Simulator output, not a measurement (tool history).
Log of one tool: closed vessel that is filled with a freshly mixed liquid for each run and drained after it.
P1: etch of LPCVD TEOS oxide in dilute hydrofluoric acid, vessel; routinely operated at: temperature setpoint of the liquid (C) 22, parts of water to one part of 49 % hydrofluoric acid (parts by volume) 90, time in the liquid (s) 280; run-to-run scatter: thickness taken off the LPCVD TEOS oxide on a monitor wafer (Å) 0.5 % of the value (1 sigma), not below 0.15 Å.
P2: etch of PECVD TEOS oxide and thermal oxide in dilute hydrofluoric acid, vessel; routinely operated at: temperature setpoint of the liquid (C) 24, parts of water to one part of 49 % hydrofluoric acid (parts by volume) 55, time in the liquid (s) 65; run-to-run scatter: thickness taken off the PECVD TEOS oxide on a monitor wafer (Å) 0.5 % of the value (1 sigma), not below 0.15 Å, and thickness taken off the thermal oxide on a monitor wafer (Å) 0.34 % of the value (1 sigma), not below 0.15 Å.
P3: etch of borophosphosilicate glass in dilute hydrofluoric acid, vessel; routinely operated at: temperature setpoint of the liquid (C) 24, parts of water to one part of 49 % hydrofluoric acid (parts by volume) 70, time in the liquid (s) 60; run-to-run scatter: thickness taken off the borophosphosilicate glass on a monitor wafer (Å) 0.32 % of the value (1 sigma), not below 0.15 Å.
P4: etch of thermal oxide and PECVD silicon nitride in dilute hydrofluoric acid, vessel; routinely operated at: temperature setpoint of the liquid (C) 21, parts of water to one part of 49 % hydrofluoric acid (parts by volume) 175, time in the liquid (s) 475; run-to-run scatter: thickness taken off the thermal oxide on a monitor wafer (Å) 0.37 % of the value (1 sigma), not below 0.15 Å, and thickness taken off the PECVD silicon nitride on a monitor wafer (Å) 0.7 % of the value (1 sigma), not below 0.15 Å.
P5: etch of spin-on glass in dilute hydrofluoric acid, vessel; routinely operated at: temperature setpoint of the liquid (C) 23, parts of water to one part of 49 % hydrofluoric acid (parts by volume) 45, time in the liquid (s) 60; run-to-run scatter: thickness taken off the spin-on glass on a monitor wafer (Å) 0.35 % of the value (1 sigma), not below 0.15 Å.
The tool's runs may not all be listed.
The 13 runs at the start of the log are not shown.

run,hour,process that ran,temperature setpoint of the liquid (C),parts of water to one part of 49 % hydrofluoric acid (parts by volume),time in the liquid (s),hours since the thermometer was replaced,hours since the hydrofluoric acid flow meter was replaced,thickness taken off the LPCVD TEOS oxide on a monitor wafer (Å),thickness taken off the PECVD TEOS oxide on a monitor wafer (Å),thickness taken off the thermal oxide on a monitor wafer (Å),thickness taken off the PECVD silicon nitride on a monitor wafer (Å),thickness taken off the borophosphosilicate glass on a monitor wafer (Å),thickness taken off the spin-on glass on a monitor wafer (Å)
14,87.8,P3,17,70,60,1238.8,37.3,,,,,251.68,
15,94.1,P1,22,90,280,1245.1,43.6,505.15,,,,,
16,102,P1,22,90,70,1253,51.5,125.38,,,,,
17,106.6,P1,17,90,280,1257.6,56.1,403.39,,,,,
18,112.5,P4,21,175,475,1263.5,62,,,104.04,37.522,,
19,121.7,P5,23,45,60,1272.7,71.2,,,,,,421.59
20,125.8,P2,24,55,30,1276.8,75.3,,147.76,29.045,,,
21,133.5,P1,22,125,280,1284.5,83,347.15,,,,,
22,141.7,P1,26.5,90,280,1292.7,91.2,595.85,,,,,
23,148.5,P5,29.5,45,60,1299.5,98,,,,,,548.64
24,154.5,P2,24,90,65,1305.5,104,,185.61,37.089,,,
25,163.8,P4,21,45,475,1314.8,113.3,,,470.94,142.03,,
26,171.2,P1,17,20,280,1322.2,120.7,1967.6,,,,,
27,176.6,P4,21,175,60,1327.6,126.1,,,13.365,4.4732,,
28,183.9,P1,22,30,280,1334.9,133.4,1623.2,,,,,
29,190.4,P2,24,55,65,1341.4,139.9,,319.41,63.391,,,
30,199.5,P4,21,175,475,1350.5,149,,,104.23,36.742,,
31,208,P1,22,90,280,1359,157.5,501.84,,,,,
32,213.7,P1,22,90,280,1364.7,163.2,498.5,,,,,
33,220.4,P1,22,90,280,1371.4,169.9,488.03,,,,,
34,228.7,P1,22,90,280,1379.7,178.2,484.53,,,,,
35,233.7,P1,22,90,280,1384.7,183.2,480.73,,,,,
36,240.5,P1,22,90,280,1391.5,190,476.11,,,,,

Run 37 is up next; what results do you expect?
37,247.4,P1,22,90,280,1398.4,196.9,?,,,,,

{"run 37": {"thickness taken off the LPCVD TEOS oxide on a monitor wafer (Å)": 476.79}}

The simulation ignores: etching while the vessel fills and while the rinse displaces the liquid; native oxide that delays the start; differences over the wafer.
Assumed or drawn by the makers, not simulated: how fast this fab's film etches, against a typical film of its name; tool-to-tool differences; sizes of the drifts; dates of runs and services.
